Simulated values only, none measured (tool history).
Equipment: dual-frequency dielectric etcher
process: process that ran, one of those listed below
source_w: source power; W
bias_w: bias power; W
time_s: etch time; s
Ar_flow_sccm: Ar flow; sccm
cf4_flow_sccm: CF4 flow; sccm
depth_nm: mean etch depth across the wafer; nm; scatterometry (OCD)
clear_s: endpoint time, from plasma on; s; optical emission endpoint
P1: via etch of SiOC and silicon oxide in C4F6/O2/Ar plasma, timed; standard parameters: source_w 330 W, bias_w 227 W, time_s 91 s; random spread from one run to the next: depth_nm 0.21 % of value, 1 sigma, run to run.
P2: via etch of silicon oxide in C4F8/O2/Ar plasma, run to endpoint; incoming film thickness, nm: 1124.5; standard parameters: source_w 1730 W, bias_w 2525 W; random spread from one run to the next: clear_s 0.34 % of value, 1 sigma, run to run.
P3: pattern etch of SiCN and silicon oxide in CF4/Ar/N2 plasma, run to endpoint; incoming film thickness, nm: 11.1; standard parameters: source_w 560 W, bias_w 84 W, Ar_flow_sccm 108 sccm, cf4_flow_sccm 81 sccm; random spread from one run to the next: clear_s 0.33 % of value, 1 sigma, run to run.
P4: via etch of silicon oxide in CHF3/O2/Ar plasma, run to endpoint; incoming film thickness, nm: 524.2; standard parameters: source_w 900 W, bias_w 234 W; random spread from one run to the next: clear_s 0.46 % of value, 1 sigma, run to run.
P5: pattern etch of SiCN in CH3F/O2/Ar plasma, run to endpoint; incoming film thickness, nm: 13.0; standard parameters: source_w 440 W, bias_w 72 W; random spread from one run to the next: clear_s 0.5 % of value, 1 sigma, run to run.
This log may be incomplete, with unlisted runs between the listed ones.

{"run": 1, "hour": 7.3, "process": "P1", "source_w": 330, "bias_w": 227, "time_s": 91, "depth_nm": 102.27}
{"run": 2, "hour": 19.2, "process": "P4", "source_w": 900, "bias_w": 295, "clear_s": 202.95}
{"run": 3, "hour": 26.5, "process": "P1", "source_w": 330, "bias_w": 227, "time_s": 91, "depth_nm": 102.12}
{"run": 4, "hour": 39.6, "process": "P4", "source_w": 1250, "bias_w": 234, "clear_s": 193.34}
{"run": 5, "hour": 49.0, "process": "P1", "source_w": 330, "bias_w": 134, "time_s": 91, "depth_nm": 86.072}
{"run": 6, "hour": 58.1, "process": "P3", "source_w": 560, "bias_w": 84, "Ar_flow_sccm": 108, "cf4_flow_sccm": 81, "clear_s": 10.166}
{"run": 7, "hour": 68.3, "process": "P1", "source_w": 330, "bias_w": 273, "time_s": 91, "depth_nm": 108.27}
{"run": 8, "hour": 75.1, "process": "P5", "source_w": 440, "bias_w": 72, "clear_s": 33.34}
{"run": 9, "hour": 83.8, "process": "P3", "source_w": 560, "bias_w": 109, "Ar_flow_sccm": 108, "cf4_flow_sccm": 81, "clear_s": 9.3182}
{"run": 10, "hour": 96.9, "process": "P5", "source_w": 440, "bias_w": 43, "clear_s": 39.06}
{"run": 11, "hour": 103.4, "process": "P2", "source_w": 1730, "bias_w": 3574, "clear_s": 195.87}
{"run": 12, "hour": 111.6, "process": "P3", "source_w": 560, "bias_w": 84, "Ar_flow_sccm": 81, "cf4_flow_sccm": 81, "clear_s": 9.7815}
{"run": 13, "hour": 124.0, "process": "P2", "source_w": 2440, "bias_w": 2525, "clear_s": 191.13}
{"run": 14, "hour": 135.0, "process": "P1", "source_w": 330, "bias_w": 227, "time_s": 91, "depth_nm": 101.95}
{"run": 15, "hour": 142.0, "process": "P5", "source_w": 440, "bias_w": 72, "clear_s": 33.271}
{"run": 16, "hour": 152.8, "process": "P4", "source_w": 900, "bias_w": 234, "clear_s": 218.93}
{"run": 17, "hour": 160.9, "process": "P1", "source_w": 330, "bias_w": 227, "time_s": 91, "depth_nm": 102.01}
{"run": 18, "hour": 171.8, "process": "P1", "source_w": 200, "bias_w": 227, "time_s": 91, "depth_nm": 84.681}
{"run": 19, "hour": 178.8, "process": "P2", "source_w": 1730, "bias_w": 2525, "clear_s": 219.82}
{"run": 20, "hour": 190.5, "process": "P3", "source_w": 740, "bias_w": 84, "Ar_flow_sccm": 108, "cf4_flow_sccm": 81, "clear_s": 8.0087}
{"run": 21, "hour": 198.8, "process": "P1", "source_w": 330, "bias_w": 227, "time_s": 91, "depth_nm": 101.63}
{"run": 22, "hour": 210.8, "process": "P1", "source_w": 330, "bias_w": 227, "time_s": 122, "depth_nm": 136.94}
{"run": 23, "hour": 218.6, "process": "P1", "source_w": 410, "bias_w": 227, "time_s": 91, "depth_nm": 110.69}
{"hour": 222.7, "done": "wet clean of the chamber"}
{"run": 24, "hour": 224.9, "process": "P1", "source_w": 330, "bias_w": 227, "time_s": 70.5, "depth_nm": 78.691}
{"run": 25, "hour": 238.5, "process": "P1", "source_w": 200, "bias_w": 281, "time_s": 91, "depth_nm": 91.001}
{"run": 26, "hour": 249.2, "process": "P3", "source_w": 560, "bias_w": 84, "Ar_flow_sccm": 108, "cf4_flow_sccm": 106, "clear_s": 9.8435}
{"run": 27, "hour": 255.4, "process": "P2", "source_w": 1730, "bias_w": 2525, "clear_s": 218.68}
{"run": 28, "hour": 264.7, "process": "P5", "source_w": 540, "bias_w": 72, "clear_s": 30.703}
{"run": 29, "hour": 273.2, "process": "P1", "source_w": 330, "bias_w": 227, "time_s": 91, "depth_nm": 102.23}
{"run": 30, "hour": 281.3, "process": "P1", "source_w": 330, "bias_w": 227, "time_s": 91, "depth_nm": 101.15}

What will run 31 give?
{"run": 31, "hour": 290.2, "process": "P1", "source_w": 330, "bias_w": 227, "time_s": 91, "depth_nm": "?"}

{"run 31": {"depth_nm": 101.45}}
